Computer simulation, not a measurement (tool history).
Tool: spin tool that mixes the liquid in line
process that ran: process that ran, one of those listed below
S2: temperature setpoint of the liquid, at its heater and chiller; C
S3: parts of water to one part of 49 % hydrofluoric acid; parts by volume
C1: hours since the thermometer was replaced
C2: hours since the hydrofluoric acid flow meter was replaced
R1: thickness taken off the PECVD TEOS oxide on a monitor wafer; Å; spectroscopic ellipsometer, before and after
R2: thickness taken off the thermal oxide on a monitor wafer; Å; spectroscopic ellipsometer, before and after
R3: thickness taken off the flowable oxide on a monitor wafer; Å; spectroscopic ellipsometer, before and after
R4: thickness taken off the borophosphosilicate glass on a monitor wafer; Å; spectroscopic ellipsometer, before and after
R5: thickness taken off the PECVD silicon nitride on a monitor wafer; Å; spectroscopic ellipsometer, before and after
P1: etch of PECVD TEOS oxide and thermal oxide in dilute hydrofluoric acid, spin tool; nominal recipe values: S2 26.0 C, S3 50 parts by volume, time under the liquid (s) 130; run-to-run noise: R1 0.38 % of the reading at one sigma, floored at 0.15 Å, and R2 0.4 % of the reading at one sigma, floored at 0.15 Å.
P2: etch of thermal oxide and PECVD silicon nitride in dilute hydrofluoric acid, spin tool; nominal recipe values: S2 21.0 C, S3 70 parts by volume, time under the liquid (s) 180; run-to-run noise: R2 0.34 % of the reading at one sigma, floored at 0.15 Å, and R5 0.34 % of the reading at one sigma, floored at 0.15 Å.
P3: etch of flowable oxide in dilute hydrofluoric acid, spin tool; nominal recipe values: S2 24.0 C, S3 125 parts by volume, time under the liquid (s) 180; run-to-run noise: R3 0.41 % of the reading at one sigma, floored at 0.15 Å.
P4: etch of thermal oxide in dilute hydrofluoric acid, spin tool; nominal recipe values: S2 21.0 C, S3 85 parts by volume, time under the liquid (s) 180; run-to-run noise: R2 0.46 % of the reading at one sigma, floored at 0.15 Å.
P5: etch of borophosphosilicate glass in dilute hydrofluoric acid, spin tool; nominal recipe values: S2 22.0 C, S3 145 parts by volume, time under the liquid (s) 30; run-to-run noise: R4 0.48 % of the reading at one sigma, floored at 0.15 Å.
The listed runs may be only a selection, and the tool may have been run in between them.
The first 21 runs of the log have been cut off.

{"run": 22, "hour": 240.4, "process that ran": "P2", "S2": 21.0, "S3": 70, "time under the liquid (s)": 180, "C1": 352.1, "C2": 799.7, "R2": 114.31, "R5": 103.87}
{"hour": 256.1, "done": "thermometer replaced"}
{"run": 23, "hour": 256.4, "process that ran": "P4", "S2": 21.0, "S3": 85, "time under the liquid (s)": 340, "C1": 0.3, "C2": 815.7, "R2": 163.35}
{"run": 24, "hour": 269.8, "process that ran": "P2", "S2": 28.0, "S3": 70, "time under the liquid (s)": 180, "C1": 13.7, "C2": 829.1, "R2": 151.36, "R5": 165.95}
{"run": 25, "hour": 282.9, "process that ran": "P3", "S2": 24.0, "S3": 125, "time under the liquid (s)": 15, "C1": 26.8, "C2": 842.2, "R3": 34.663}
{"run": 26, "hour": 294.5, "process that ran": "P1", "S2": 26.0, "S3": 50, "time under the liquid (s)": 130, "C1": 38.4, "C2": 853.8, "R1": 370.18, "R2": 144.55}
{"run": 27, "hour": 309.4, "process that ran": "P1", "S2": 26.0, "S3": 50, "time under the liquid (s)": 130, "C1": 53.3, "C2": 868.7, "R1": 371.06, "R2": 145.57}
{"run": 28, "hour": 316.6, "process that ran": "P1", "S2": 26.0, "S3": 80, "time under the liquid (s)": 130, "C1": 60.5, "C2": 875.9, "R1": 220.94, "R2": 87.057}
{"run": 29, "hour": 329.1, "process that ran": "P1", "S2": 26.0, "S3": 50, "time under the liquid (s)": 35, "C1": 73.0, "C2": 888.4, "R1": 99.67, "R2": 38.859}
{"run": 30, "hour": 338.7, "process that ran": "P3", "S2": 24.0, "S3": 125, "time under the liquid (s)": 180, "C1": 82.6, "C2": 898.0, "R3": 413.88}
{"run": 31, "hour": 350.9, "process that ran": "P5", "S2": 22.0, "S3": 145, "time under the liquid (s)": 30, "C1": 94.8, "C2": 910.2, "R4": 86.327}
{"run": 32, "hour": 366.5, "process that ran": "P1", "S2": 26.0, "S3": 50, "time under the liquid (s)": 130, "C1": 110.4, "C2": 925.8, "R1": 371.29, "R2": 144.57}
{"run": 33, "hour": 380.5, "process that ran": "P1", "S2": 26.0, "S3": 50, "time under the liquid (s)": 130, "C1": 124.4, "C2": 939.8, "R1": 359.94, "R2": 140.32}
{"run": 34, "hour": 389.7, "process that ran": "P1", "S2": 26.0, "S3": 50, "time under the liquid (s)": 130, "C1": 133.6, "C2": 949.0, "R1": 351.27, "R2": 137.84}
{"run": 35, "hour": 400.5, "process that ran": "P1", "S2": 26.0, "S3": 50, "time under the liquid (s)": 130, "C1": 144.4, "C2": 959.8, "R1": 346.71, "R2": 136.38}

For run 36, what comes out?
{"run": 36, "hour": 414.1, "process that ran": "P1", "S2": 26.0, "S3": 50, "time under the liquid (s)": 130, "C1": 158.0, "C2": 973.4, "R1": "?", "R2": "?"}

Run 36 gave R1 346.42 Å, R2 134.150 Å.

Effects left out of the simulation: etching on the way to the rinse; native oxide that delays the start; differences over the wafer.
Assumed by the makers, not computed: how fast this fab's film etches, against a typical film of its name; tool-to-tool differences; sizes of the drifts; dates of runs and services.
